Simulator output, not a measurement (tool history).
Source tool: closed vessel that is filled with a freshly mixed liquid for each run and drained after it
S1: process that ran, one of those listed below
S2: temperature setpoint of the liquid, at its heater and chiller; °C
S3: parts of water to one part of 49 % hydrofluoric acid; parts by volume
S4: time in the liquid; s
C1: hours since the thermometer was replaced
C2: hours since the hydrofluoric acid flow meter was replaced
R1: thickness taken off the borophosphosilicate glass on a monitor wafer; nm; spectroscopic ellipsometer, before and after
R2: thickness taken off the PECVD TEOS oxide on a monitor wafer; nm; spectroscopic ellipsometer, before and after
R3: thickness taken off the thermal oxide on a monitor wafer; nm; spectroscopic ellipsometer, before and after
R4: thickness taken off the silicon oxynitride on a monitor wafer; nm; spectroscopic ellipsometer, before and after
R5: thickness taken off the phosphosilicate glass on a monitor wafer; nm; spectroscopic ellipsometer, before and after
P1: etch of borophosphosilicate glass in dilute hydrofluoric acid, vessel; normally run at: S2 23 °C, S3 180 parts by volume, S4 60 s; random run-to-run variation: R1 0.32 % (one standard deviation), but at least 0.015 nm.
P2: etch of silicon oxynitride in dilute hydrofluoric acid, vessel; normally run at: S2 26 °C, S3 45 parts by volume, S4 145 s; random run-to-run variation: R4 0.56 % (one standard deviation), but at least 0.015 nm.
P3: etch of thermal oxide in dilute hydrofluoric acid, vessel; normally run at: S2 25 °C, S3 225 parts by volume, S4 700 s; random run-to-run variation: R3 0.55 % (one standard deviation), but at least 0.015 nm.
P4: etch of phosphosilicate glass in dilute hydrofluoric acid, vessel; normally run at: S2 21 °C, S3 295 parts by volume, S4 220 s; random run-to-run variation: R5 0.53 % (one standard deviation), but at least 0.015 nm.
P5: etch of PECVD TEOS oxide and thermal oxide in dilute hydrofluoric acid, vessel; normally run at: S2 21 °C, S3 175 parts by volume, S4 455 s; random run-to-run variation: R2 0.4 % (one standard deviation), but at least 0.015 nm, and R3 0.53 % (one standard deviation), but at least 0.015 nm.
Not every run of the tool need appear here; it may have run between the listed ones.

run 1 day=0.112 | S1=P1 S2=23 S3=180 S4=60 | C1=1191.3 C2=1653 | R1=18.005
run 2 day=0.246 | S1=P1 S2=17 S3=180 S4=60 | C1=1194.5 C2=1656.2 | R1=14.237
run 3 day=0.425 | S1=P1 S2=23 S3=180 S4=60 | C1=1198.8 C2=1660.5 | R1=17.989
run 4 day=0.562 | S1=P1 S2=23 S3=180 S4=90 | C1=1202.1 C2=1663.8 | R1=26.95
run 5 day=0.688 | S1=P1 S2=23 S3=180 S4=60 | C1=1205.1 C2=1666.8 | R1=17.951
run 6 day=0.808 | S1=P1 S2=17 S3=180 S4=105 | C1=1208 C2=1669.7 | R1=24.892
run 7 day=0.996 | S1=P5 S2=21 S3=175 S4=455 | C1=1212.5 C2=1674.2 | R2=18.183 R3=9.9529
run 8 day=1.142 | S1=P3 S2=25 S3=225 S4=700 | C1=1216 C2=1677.7 | R3=13.772
run 9 day=1.308 | S1=P1 S2=23 S3=180 S4=30 | C1=1220 C2=1681.7 | R1=9.031
run 10 day=1.479 | S1=P1 S2=23 S3=40 S4=60 | C1=1224.1 C2=1685.8 | R1=95.291
run 11 day=1.658 | S1=P1 S2=23 S3=180 S4=60 | C1=1228.4 C2=1690.1 | R1=17.969
run 12 day=1.804 | S1=P3 S2=25 S3=225 S4=700 | C1=1231.9 C2=1693.6 | R3=13.826
run 13 day=1.921 | S1=P2 S2=26 S3=45 S4=70 | C1=1234.7 C2=1696.4 | R4=8.4278
run 14 day=2.012 | S1=P1 S2=23 S3=180 S4=60 | C1=1236.9 C2=1698.6 | R1=17.979
run 15 day=2.146 | S1=P1 S2=23 S3=260 S4=60 | C1=1240.1 C2=1701.8 | R1=11.478
run 16 day=2.342 | S1=P4 S2=21 S3=480 S4=220 | C1=1244.8 C2=1706.5 | R5=22.162
run 17 day=2.462 | S1=P2 S2=26 S3=20 S4=145 | C1=1247.7 C2=1709.4 | R4=40.108
run 18 day=2.633 | S1=P4 S2=17 S3=295 S4=220 | C1=1251.8 C2=1713.5 | R5=36.661
run 19 day=2.767 | S1=P4 S2=21 S3=295 S4=220 | C1=1255 C2=1716.7 | R5=42.344
run 20 day=2.967 | S1=P1 S2=28 S3=180 S4=60 | C1=1259.8 C2=1721.5 | R1=21.703
run 21 day=3.129 | S1=P1 S2=23 S3=180 S4=60 | C1=1263.7 C2=1725.4 | R1=17.967
run 22 day=3.242 | S1=P5 S2=21 S3=175 S4=455 | C1=1266.4 C2=1728.1 | R2=18.109 R3=9.9037

Run 23 comes next. What will it give?
run 23 day=3.367 | S1=P2 S2=26 S3=45 S4=145 | C1=1269.4 C2=1731.1 | R4=?

{"run 23": {"R4": 17.575}}

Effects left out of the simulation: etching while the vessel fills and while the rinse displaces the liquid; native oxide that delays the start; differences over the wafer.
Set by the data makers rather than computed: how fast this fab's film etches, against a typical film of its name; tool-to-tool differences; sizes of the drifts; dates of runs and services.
